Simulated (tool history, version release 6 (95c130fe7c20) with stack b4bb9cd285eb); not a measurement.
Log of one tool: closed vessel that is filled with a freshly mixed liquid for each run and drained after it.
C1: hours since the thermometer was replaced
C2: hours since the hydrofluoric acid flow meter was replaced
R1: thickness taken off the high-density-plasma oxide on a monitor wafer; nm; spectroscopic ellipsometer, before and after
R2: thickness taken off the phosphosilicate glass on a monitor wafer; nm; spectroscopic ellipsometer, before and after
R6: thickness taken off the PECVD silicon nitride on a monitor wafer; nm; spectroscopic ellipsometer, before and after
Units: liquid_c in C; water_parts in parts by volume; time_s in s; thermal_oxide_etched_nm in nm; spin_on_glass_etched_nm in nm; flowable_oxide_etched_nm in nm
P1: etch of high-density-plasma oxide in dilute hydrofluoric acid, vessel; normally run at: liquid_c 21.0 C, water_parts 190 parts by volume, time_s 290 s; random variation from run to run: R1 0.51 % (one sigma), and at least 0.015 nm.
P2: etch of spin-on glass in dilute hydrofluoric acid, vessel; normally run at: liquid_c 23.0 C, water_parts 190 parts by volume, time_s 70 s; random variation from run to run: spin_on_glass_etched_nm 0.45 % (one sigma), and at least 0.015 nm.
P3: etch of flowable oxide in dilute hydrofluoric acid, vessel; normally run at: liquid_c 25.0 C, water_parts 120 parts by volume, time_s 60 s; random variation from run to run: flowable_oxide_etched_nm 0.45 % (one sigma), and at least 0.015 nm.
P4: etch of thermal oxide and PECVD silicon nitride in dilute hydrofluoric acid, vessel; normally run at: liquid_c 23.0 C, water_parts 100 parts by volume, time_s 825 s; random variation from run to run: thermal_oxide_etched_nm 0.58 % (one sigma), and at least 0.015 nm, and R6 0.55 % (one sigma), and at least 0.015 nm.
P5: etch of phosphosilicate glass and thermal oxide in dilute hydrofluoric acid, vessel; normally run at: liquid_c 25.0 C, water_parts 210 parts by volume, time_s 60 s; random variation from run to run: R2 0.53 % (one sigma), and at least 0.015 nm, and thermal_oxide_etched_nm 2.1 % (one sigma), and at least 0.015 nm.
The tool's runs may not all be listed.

{"run": 1, "hour": 8.2, "process": "P1", "liquid_c": 21.0, "water_parts": 190, "time_s": 290, "C1": 509.0, "C2": 283.1, "R1": 6.3647}
{"run": 2, "hour": 14.5, "process": "P1", "liquid_c": 21.0, "water_parts": 340, "time_s": 290, "C1": 515.3, "C2": 289.4, "R1": 3.0869}
{"run": 3, "hour": 25.9, "process": "P5", "liquid_c": 25.0, "water_parts": 210, "time_s": 105, "C1": 526.7, "C2": 300.8, "R2": 41.941, "thermal_oxide_etched_nm": 2.2302}
{"run": 4, "hour": 32.6, "process": "P2", "liquid_c": 23.0, "water_parts": 190, "time_s": 70, "C1": 533.4, "C2": 307.5, "spin_on_glass_etched_nm": 12.32}
{"run": 5, "hour": 44.4, "process": "P1", "liquid_c": 21.0, "water_parts": 65, "time_s": 290, "C1": 545.2, "C2": 319.3, "R1": 21.311}
{"run": 6, "hour": 51.1, "process": "P1", "liquid_c": 21.0, "water_parts": 190, "time_s": 30, "C1": 551.9, "C2": 326.0, "R1": 0.65156}
{"run": 7, "hour": 58.7, "process": "P5", "liquid_c": 25.0, "water_parts": 80, "time_s": 60, "C1": 559.5, "C2": 333.6, "R2": 72.938, "thermal_oxide_etched_nm": 4.0018}
{"run": 8, "hour": 67.5, "process": "P1", "liquid_c": 21.0, "water_parts": 190, "time_s": 580, "C1": 568.3, "C2": 342.4, "R1": 12.773}
{"run": 9, "hour": 75.8, "process": "P3", "liquid_c": 25.0, "water_parts": 40, "time_s": 60, "C1": 576.6, "C2": 350.7, "flowable_oxide_etched_nm": 90.211}
{"run": 10, "hour": 87.9, "process": "P1", "liquid_c": 28.0, "water_parts": 190, "time_s": 425, "C1": 588.7, "C2": 362.8, "R1": 12.081}
{"run": 11, "hour": 97.5, "process": "P1", "liquid_c": 21.0, "water_parts": 275, "time_s": 105, "C1": 598.3, "C2": 372.4, "R1": 1.5098}
{"run": 12, "hour": 103.9, "process": "P4", "liquid_c": 23.0, "water_parts": 175, "time_s": 825, "C1": 604.7, "C2": 378.8, "thermal_oxide_etched_nm": 19.471, "R6": 9.1046}
{"run": 13, "hour": 113.3, "process": "P1", "liquid_c": 21.0, "water_parts": 190, "time_s": 290, "C1": 614.1, "C2": 388.2, "R1": 6.3747}
{"run": 14, "hour": 123.6, "process": "P5", "liquid_c": 19.5, "water_parts": 210, "time_s": 60, "C1": 624.4, "C2": 398.5, "R2": 19.627, "thermal_oxide_etched_nm": 1.0627}
{"run": 15, "hour": 130.5, "process": "P4", "liquid_c": 23.0, "water_parts": 100, "time_s": 105, "C1": 631.3, "C2": 405.4, "thermal_oxide_etched_nm": 4.7045, "R6": 2.0183}
{"run": 16, "hour": 142.5, "process": "P4", "liquid_c": 23.0, "water_parts": 100, "time_s": 825, "C1": 643.3, "C2": 417.4, "thermal_oxide_etched_nm": 37.472, "R6": 15.84}
{"run": 17, "hour": 150.3, "process": "P2", "liquid_c": 17.0, "water_parts": 190, "time_s": 70, "C1": 651.1, "C2": 425.2, "spin_on_glass_etched_nm": 9.9428}
{"run": 18, "hour": 159.1, "process": "P1", "liquid_c": 25.0, "water_parts": 190, "time_s": 290, "C1": 659.9, "C2": 434.0, "R1": 7.4392}
{"run": 19, "hour": 170.0, "process": "P2", "liquid_c": 23.0, "water_parts": 190, "time_s": 30, "C1": 670.8, "C2": 444.9, "spin_on_glass_etched_nm": 5.3706}
{"run": 20, "hour": 176.9, "process": "P1", "liquid_c": 21.0, "water_parts": 190, "time_s": 290, "C1": 677.7, "C2": 451.8, "R1": 6.3951}
{"run": 21, "hour": 189.2, "process": "P1", "liquid_c": 17.0, "water_parts": 190, "time_s": 290, "C1": 690.0, "C2": 464.1, "R1": 5.4615}
{"run": 22, "hour": 195.4, "process": "P4", "liquid_c": 29.5, "water_parts": 100, "time_s": 825, "C1": 696.2, "C2": 470.3, "thermal_oxide_etched_nm": 47.797, "R6": 23.99}
{"run": 23, "hour": 204.6, "process": "P2", "liquid_c": 23.0, "water_parts": 190, "time_s": 70, "C1": 705.4, "C2": 479.5, "spin_on_glass_etched_nm": 12.453}
{"run": 24, "hour": 210.2, "process": "P1", "liquid_c": 21.0, "water_parts": 190, "time_s": 290, "C1": 711.0, "C2": 485.1, "R1": 6.4037}
{"run": 25, "hour": 221.6, "process": "P3", "liquid_c": 25.0, "water_parts": 120, "time_s": 60, "C1": 722.4, "C2": 496.5, "flowable_oxide_etched_nm": 27.207}
{"run": 26, "hour": 231.9, "process": "P3", "liquid_c": 25.0, "water_parts": 120, "time_s": 60, "C1": 732.7, "C2": 506.8, "flowable_oxide_etched_nm": 27.115}
{"run": 27, "hour": 237.4, "process": "P1", "liquid_c": 25.5, "water_parts": 335, "time_s": 290, "C1": 738.2, "C2": 512.3, "R1": 3.6977}
{"run": 28, "hour": 245.6, "process": "P5", "liquid_c": 25.0, "water_parts": 210, "time_s": 60, "C1": 746.4, "C2": 520.5, "R2": 24.011, "thermal_oxide_etched_nm": 1.2715}
{"run": 29, "hour": 253.9, "process": "P3", "liquid_c": 25.0, "water_parts": 120, "time_s": 100, "C1": 754.7, "C2": 528.8, "flowable_oxide_etched_nm": 45.019}
{"run": 30, "hour": 261.6, "process": "P3", "liquid_c": 17.5, "water_parts": 120, "time_s": 60, "C1": 762.4, "C2": 536.5, "flowable_oxide_etched_nm": 20.002}
{"run": 31, "hour": 273.5, "process": "P5", "liquid_c": 25.0, "water_parts": 210, "time_s": 60, "C1": 774.3, "C2": 548.4, "R2": 23.977, "thermal_oxide_etched_nm": 1.3063}
{"run": 32, "hour": 280.3, "process": "P1", "liquid_c": 21.0, "water_parts": 190, "time_s": 290, "C1": 781.1, "C2": 555.2, "R1": 6.3913}
{"run": 33, "hour": 291.4, "process": "P2", "liquid_c": 23.0, "water_parts": 65, "time_s": 70, "C1": 792.2, "C2": 566.3, "spin_on_glass_etched_nm": 41.697}
{"run": 34, "hour": 297.2, "process": "P1", "liquid_c": 21.0, "water_parts": 190, "time_s": 290, "C1": 798.0, "C2": 572.1, "R1": 6.3276}
{"run": 35, "hour": 303.7, "process": "P1", "liquid_c": 21.0, "water_parts": 190, "time_s": 290, "C1": 804.5, "C2": 578.6, "R1": 6.2467}
{"run": 36, "hour": 311.3, "process": "P1", "liquid_c": 21.0, "water_parts": 190, "time_s": 290, "C1": 812.1, "C2": 586.2, "R1": 6.0362}

Run 37 comes next. What will it give?
{"run": 37, "hour": 319.8, "process": "P1", "liquid_c": 21.0, "water_parts": 190, "time_s": 290, "C1": 820.6, "C2": 594.7, "R1": "?"}

Run 37 gave R1 5.96300 nm.
